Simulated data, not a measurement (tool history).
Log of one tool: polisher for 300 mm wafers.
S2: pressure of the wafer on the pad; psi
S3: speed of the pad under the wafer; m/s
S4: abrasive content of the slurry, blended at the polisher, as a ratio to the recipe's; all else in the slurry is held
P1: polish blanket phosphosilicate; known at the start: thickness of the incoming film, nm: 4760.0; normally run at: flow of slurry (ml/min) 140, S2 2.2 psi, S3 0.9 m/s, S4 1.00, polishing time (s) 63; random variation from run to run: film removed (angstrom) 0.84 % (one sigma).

run 1 hour=9.5 | flow_of_slurry_(ml/min)=140 S2=2.2 S3=0.9 S4=1.00 polishing_time_(s)=63 | film_removed_(angstrom)=3245.9
run 2 hour=26.5 | flow_of_slurry_(ml/min)=90 S2=2.2 S3=0.9 S4=0.65 polishing_time_(s)=63 | film_removed_(angstrom)=2339.4
run 3 hour=38.6 | flow_of_slurry_(ml/min)=140 S2=2.2 S3=0.4 S4=1.00 polishing_time_(s)=63 | film_removed_(angstrom)=1658.0
run 4 hour=46.5 | flow_of_slurry_(ml/min)=140 S2=3.4 S3=0.9 S4=1.00 polishing_time_(s)=63 | film_removed_(angstrom)=4874.6
run 5 hour=57.7 | flow_of_slurry_(ml/min)=190 S2=2.2 S3=0.9 S4=1.00 polishing_time_(s)=63 | film_removed_(angstrom)=3370.4
run 6 hour=72.5 | flow_of_slurry_(ml/min)=140 S2=2.2 S3=0.9 S4=1.00 polishing_time_(s)=63 | film_removed_(angstrom)=3189.8
run 7 hour=84.8 | flow_of_slurry_(ml/min)=140 S2=2.2 S3=0.9 S4=1.00 polishing_time_(s)=37 | film_removed_(angstrom)=1867.3
run 8 hour=95.1 | flow_of_slurry_(ml/min)=140 S2=1.0 S3=0.9 S4=1.00 polishing_time_(s)=63 | film_removed_(angstrom)=1463.8
run 9 hour=111.7 | flow_of_slurry_(ml/min)=85 S2=2.2 S3=0.9 S4=1.00 polishing_time_(s)=63 | film_removed_(angstrom)=2821.7
run 10 hour=124.4 | flow_of_slurry_(ml/min)=140 S2=2.2 S3=0.9 S4=1.00 polishing_time_(s)=63 | film_removed_(angstrom)=3177.7
run 11 hour=137.5 | flow_of_slurry_(ml/min)=140 S2=2.2 S3=0.9 S4=1.00 polishing_time_(s)=63 | film_removed_(angstrom)=3219.4
run 12 hour=148.9 | flow_of_slurry_(ml/min)=140 S2=2.2 S3=0.9 S4=1.00 polishing_time_(s)=63 | film_removed_(angstrom)=3201.2
run 13 hour=157.4 | flow_of_slurry_(ml/min)=140 S2=2.2 S3=1.3 S4=1.00 polishing_time_(s)=63 | film_removed_(angstrom)=4339.4
run 14 hour=167.5 | flow_of_slurry_(ml/min)=140 S2=2.2 S3=0.9 S4=0.55 polishing_time_(s)=63 | film_removed_(angstrom)=2301.6
run 15 hour=178.6 | flow_of_slurry_(ml/min)=140 S2=2.2 S3=0.9 S4=1.00 polishing_time_(s)=98 | film_removed_(angstrom)=4968.2
run 16 hour=193.7 | flow_of_slurry_(ml/min)=140 S2=2.2 S3=0.9 S4=1.00 polishing_time_(s)=63 | film_removed_(angstrom)=3183.8
run 17 hour=209.1 | flow_of_slurry_(ml/min)=140 S2=2.2 S3=0.9 S4=1.40 polishing_time_(s)=63 | film_removed_(angstrom)=3664.9
run 18 hour=219.8 | flow_of_slurry_(ml/min)=140 S2=2.2 S3=0.9 S4=1.00 polishing_time_(s)=63 | film_removed_(angstrom)=3180.9
run 19 hour=228.4 | flow_of_slurry_(ml/min)=140 S2=2.2 S3=0.9 S4=1.00 polishing_time_(s)=63 | film_removed_(angstrom)=3102.9
run 20 hour=239.9 | flow_of_slurry_(ml/min)=140 S2=2.2 S3=0.9 S4=1.00 polishing_time_(s)=63 | film_removed_(angstrom)=2995.9
run 21 hour=253.1 | flow_of_slurry_(ml/min)=140 S2=2.2 S3=0.9 S4=1.00 polishing_time_(s)=63 | film_removed_(angstrom)=2982.1
-- hour=268.8 slurry nozzle cleaned
run 22 hour=269.2 | flow_of_slurry_(ml/min)=140 S2=2.2 S3=0.9 S4=1.00 polishing_time_(s)=63 | film_removed_(angstrom)=2854.3
run 23 hour=281.6 | flow_of_slurry_(ml/min)=140 S2=2.2 S3=0.9 S4=1.00 polishing_time_(s)=63 | film_removed_(angstrom)=2868.3
-- hour=294.8 conditioning disc replaced and pad reconditioned
-- hour=296.4 head pressure recalibrated
run 24 hour=299.2 | flow_of_slurry_(ml/min)=140 S2=2.2 S3=0.9 S4=1.00 polishing_time_(s)=63 | film_removed_(angstrom)=2834.8
run 25 hour=308.6 | flow_of_slurry_(ml/min)=140 S2=2.2 S3=0.9 S4=1.00 polishing_time_(s)=63 | film_removed_(angstrom)=2848.6
run 26 hour=320.0 | flow_of_slurry_(ml/min)=140 S2=2.2 S3=0.9 S4=1.00 polishing_time_(s)=63 | film_removed_(angstrom)=2794.2
run 27 hour=333.6 | flow_of_slurry_(ml/min)=140 S2=2.2 S3=0.9 S4=1.00 polishing_time_(s)=63 | film_removed_(angstrom)=2830.8

What P1 gives has crept away from where it was. These 2 causes fit the log equally well, each at the size given:
A: abrasive missing from the slurry, % = 23.5
B: removal rate lost through wear of the pad, % = 12.2
The creep began at about hour 219.8.
Why every other cause is out:
slurry flow missing at the pad, %: serviced at hour 268.8, which brought nothing back
head's pressure below its setpoint, %: serviced at hour 296.4, which brought nothing back
time polished since the conditioner stopped cutting, s: serviced at hour 294.8, which brought nothing back

4 check runs are offered, each on 3 wafers whose results are averaged, their results left as question marks. Which one tells the causes apart?
run check 1 hour=347.2 | flow_of_slurry_(ml/min)=85 S2=2.2 S3=1.30 S4=1.00 polishing_time_(s)=63 | film_removed_(angstrom)=?
run check 2 hour=347.2 | flow_of_slurry_(ml/min)=140 S2=2.2 S3=0.54 S4=1.00 polishing_time_(s)=50 | film_removed_(angstrom)=?
run check 3 hour=347.2 | flow_of_slurry_(ml/min)=140 S2=2.2 S3=0.90 S4=0.60 polishing_time_(s)=86 | film_removed_(angstrom)=?
run check 4 hour=347.2 | flow_of_slurry_(ml/min)=140 S2=2.2 S3=0.90 S4=1.00 polishing_time_(s)=89 | film_removed_(angstrom)=?

What each check would give under each cause:
check=check_1 result=film_removed_(angstrom) if_A=3356.6 if_B=3358.6
check=check_2 result=film_removed_(angstrom) if_A=1481.8 if_B=1482.7
check=check_3 result=film_removed_(angstrom) if_A=2846.1 if_B=2945.2
check=check_4 result=film_removed_(angstrom) if_A=3969.2 if_B=3971.6
How far apart the two closest causes lie, in the result that separates them most: check 1 0.06 %; check 2 0.06 %; check 3 3.42 %; check 4 0.06 %
Only check 3 tells the causes apart: in the others they would give nearly the same result.

Then check 3 was run and gave: film removed (angstrom) 2941.3. Which cause is it?

It is B: removal rate lost through wear of the pad, %.

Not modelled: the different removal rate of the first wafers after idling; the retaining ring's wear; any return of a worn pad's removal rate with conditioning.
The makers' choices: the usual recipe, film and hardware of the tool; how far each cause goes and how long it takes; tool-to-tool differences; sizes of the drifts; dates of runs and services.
